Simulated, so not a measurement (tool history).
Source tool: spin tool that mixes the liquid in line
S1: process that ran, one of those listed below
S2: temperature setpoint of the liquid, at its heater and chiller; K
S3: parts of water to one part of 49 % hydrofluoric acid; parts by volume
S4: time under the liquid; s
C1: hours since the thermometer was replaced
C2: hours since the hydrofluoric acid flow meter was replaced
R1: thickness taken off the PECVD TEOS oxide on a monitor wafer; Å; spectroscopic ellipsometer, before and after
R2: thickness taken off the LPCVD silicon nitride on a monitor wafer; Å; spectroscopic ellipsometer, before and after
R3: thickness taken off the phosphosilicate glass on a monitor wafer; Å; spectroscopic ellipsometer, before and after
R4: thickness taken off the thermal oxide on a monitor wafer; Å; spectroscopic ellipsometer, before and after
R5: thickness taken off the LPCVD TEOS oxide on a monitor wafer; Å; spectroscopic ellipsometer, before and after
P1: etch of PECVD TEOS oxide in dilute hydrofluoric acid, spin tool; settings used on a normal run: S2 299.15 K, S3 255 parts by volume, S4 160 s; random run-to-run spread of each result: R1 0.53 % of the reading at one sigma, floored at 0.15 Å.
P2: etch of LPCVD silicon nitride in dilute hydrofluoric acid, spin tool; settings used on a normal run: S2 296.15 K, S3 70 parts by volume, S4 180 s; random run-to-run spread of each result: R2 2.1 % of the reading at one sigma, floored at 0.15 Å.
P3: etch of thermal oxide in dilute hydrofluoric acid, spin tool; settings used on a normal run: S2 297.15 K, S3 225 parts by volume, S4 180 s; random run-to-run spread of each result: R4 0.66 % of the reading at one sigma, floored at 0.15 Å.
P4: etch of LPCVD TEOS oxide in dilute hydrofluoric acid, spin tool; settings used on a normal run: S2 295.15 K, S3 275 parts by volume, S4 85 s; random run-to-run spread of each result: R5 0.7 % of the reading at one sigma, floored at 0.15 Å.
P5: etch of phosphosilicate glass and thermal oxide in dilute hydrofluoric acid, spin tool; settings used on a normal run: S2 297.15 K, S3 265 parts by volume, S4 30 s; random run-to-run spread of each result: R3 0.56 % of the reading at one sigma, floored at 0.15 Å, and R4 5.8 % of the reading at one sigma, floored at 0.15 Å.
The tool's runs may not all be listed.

{"run": 1, "hour": 4.7, "S1": "P1", "S2": 299.15, "S3": 255, "S4": 160, "C1": 1225.8, "C2": 586.5, "R1": 134.2}
{"run": 2, "hour": 13.3, "S1": "P1", "S2": 299.15, "S3": 255, "S4": 160, "C1": 1234.4, "C2": 595.1, "R1": 134.06}
{"run": 3, "hour": 21.8, "S1": "P2", "S2": 296.15, "S3": 30, "S4": 180, "C1": 1242.9, "C2": 603.6, "R2": 26.845}
{"run": 4, "hour": 27.6, "S1": "P5", "S2": 297.15, "S3": 265, "S4": 15, "C1": 1248.7, "C2": 609.4, "R3": 57.586, "R4": 2.6118}
{"run": 5, "hour": 35.6, "S1": "P3", "S2": 297.15, "S3": 225, "S4": 350, "C1": 1256.7, "C2": 617.4, "R4": 68.036}
{"run": 6, "hour": 42.9, "S1": "P5", "S2": 297.15, "S3": 265, "S4": 30, "C1": 1264.0, "C2": 624.7, "R3": 115.07, "R4": 4.6559}
{"run": 7, "hour": 51.1, "S1": "P1", "S2": 299.15, "S3": 255, "S4": 20, "C1": 1272.2, "C2": 632.9, "R1": 17.008}
{"run": 8, "hour": 58.9, "S1": "P3", "S2": 297.15, "S3": 365, "S4": 180, "C1": 1280.0, "C2": 640.7, "R4": 18.609}
{"run": 9, "hour": 67.5, "S1": "P2", "S2": 296.15, "S3": 70, "S4": 180, "C1": 1288.6, "C2": 649.3, "R2": 11.61}
{"hour": 74.2, "done": "hydrofluoric acid flow meter replaced"}
{"run": 10, "hour": 75.9, "S1": "P2", "S2": 304.15, "S3": 70, "S4": 180, "C1": 1297.0, "C2": 1.7, "R2": 19.533}
{"run": 11, "hour": 82.9, "S1": "P4", "S2": 295.15, "S3": 275, "S4": 15, "C1": 1304.0, "C2": 8.7, "R5": 7.1033}
{"run": 12, "hour": 89.7, "S1": "P4", "S2": 291.15, "S3": 275, "S4": 85, "C1": 1310.8, "C2": 15.5, "R5": 34.437}
{"run": 13, "hour": 93.6, "S1": "P1", "S2": 299.15, "S3": 255, "S4": 160, "C1": 1314.7, "C2": 19.4, "R1": 133.31}
{"run": 14, "hour": 101.8, "S1": "P5", "S2": 302.15, "S3": 265, "S4": 30, "C1": 1322.9, "C2": 27.6, "R3": 137.32, "R4": 5.1549}
{"run": 15, "hour": 108.1, "S1": "P4", "S2": 295.15, "S3": 275, "S4": 85, "C1": 1329.2, "C2": 33.9, "R5": 40.939}
{"run": 16, "hour": 115.9, "S1": "P1", "S2": 294.15, "S3": 255, "S4": 160, "C1": 1337.0, "C2": 41.7, "R1": 112.23}
{"run": 17, "hour": 123.6, "S1": "P1", "S2": 299.15, "S3": 255, "S4": 160, "C1": 1344.7, "C2": 49.4, "R1": 135.61}
{"run": 18, "hour": 131.8, "S1": "P3", "S2": 301.15, "S3": 225, "S4": 180, "C1": 1352.9, "C2": 57.6, "R4": 40.149}
{"run": 19, "hour": 135.9, "S1": "P1", "S2": 299.15, "S3": 255, "S4": 160, "C1": 1357.0, "C2": 61.7, "R1": 135.27}
{"run": 20, "hour": 140.3, "S1": "P4", "S2": 295.15, "S3": 495, "S4": 85, "C1": 1361.4, "C2": 66.1, "R5": 18.492}
{"run": 21, "hour": 146.1, "S1": "P4", "S2": 295.15, "S3": 275, "S4": 85, "C1": 1367.2, "C2": 71.9, "R5": 40.499}
{"run": 22, "hour": 151.8, "S1": "P1", "S2": 299.15, "S3": 475, "S4": 160, "C1": 1372.9, "C2": 77.6, "R1": 58.43}
{"run": 23, "hour": 159.9, "S1": "P1", "S2": 305.15, "S3": 255, "S4": 160, "C1": 1381.0, "C2": 85.7, "R1": 163.84}
{"run": 24, "hour": 165.6, "S1": "P5", "S2": 297.15, "S3": 160, "S4": 30, "C1": 1386.7, "C2": 91.4, "R3": 213.83, "R4": 8.2505}
{"run": 25, "hour": 172.1, "S1": "P1", "S2": 299.15, "S3": 255, "S4": 160, "C1": 1393.2, "C2": 97.9, "R1": 136.01}
{"run": 26, "hour": 176.6, "S1": "P1", "S2": 299.15, "S3": 255, "S4": 160, "C1": 1397.7, "C2": 102.4, "R1": 135.11}
{"run": 27, "hour": 182.2, "S1": "P3", "S2": 297.15, "S3": 225, "S4": 180, "C1": 1403.3, "C2": 108.0, "R4": 35.139}
{"run": 28, "hour": 187.6, "S1": "P1", "S2": 299.15, "S3": 130, "S4": 160, "C1": 1408.7, "C2": 113.4, "R1": 303.68}
{"run": 29, "hour": 191.9, "S1": "P1", "S2": 299.15, "S3": 105, "S4": 275, "C1": 1413.0, "C2": 117.7, "R1": 667.78}
{"run": 30, "hour": 196.6, "S1": "P2", "S2": 296.15, "S3": 70, "S4": 260, "C1": 1417.7, "C2": 122.4, "R2": 17.274}
{"run": 31, "hour": 203.7, "S1": "P3", "S2": 297.15, "S3": 225, "S4": 180, "C1": 1424.8, "C2": 129.5, "R4": 34.902}
{"run": 32, "hour": 211.1, "S1": "P1", "S2": 299.15, "S3": 255, "S4": 315, "C1": 1432.2, "C2": 136.9, "R1": 262.2}
{"run": 33, "hour": 219.0, "S1": "P1", "S2": 299.15, "S3": 255, "S4": 160, "C1": 1440.1, "C2": 144.8, "R1": 134.39}
{"run": 34, "hour": 223.6, "S1": "P1", "S2": 299.15, "S3": 255, "S4": 160, "C1": 1444.7, "C2": 149.4, "R1": 131.45}
{"run": 35, "hour": 231.8, "S1": "P1", "S2": 299.15, "S3": 255, "S4": 160, "C1": 1452.9, "C2": 157.6, "R1": 128.62}

Run 36, settings as shown, results not yet in. Your forecast:
{"run": 36, "hour": 236.7, "S1": "P1", "S2": 299.15, "S3": 255, "S4": 160, "C1": 1457.8, "C2": 162.5, "R1": "?"}

Run 36 measured R1 127.160 Å.
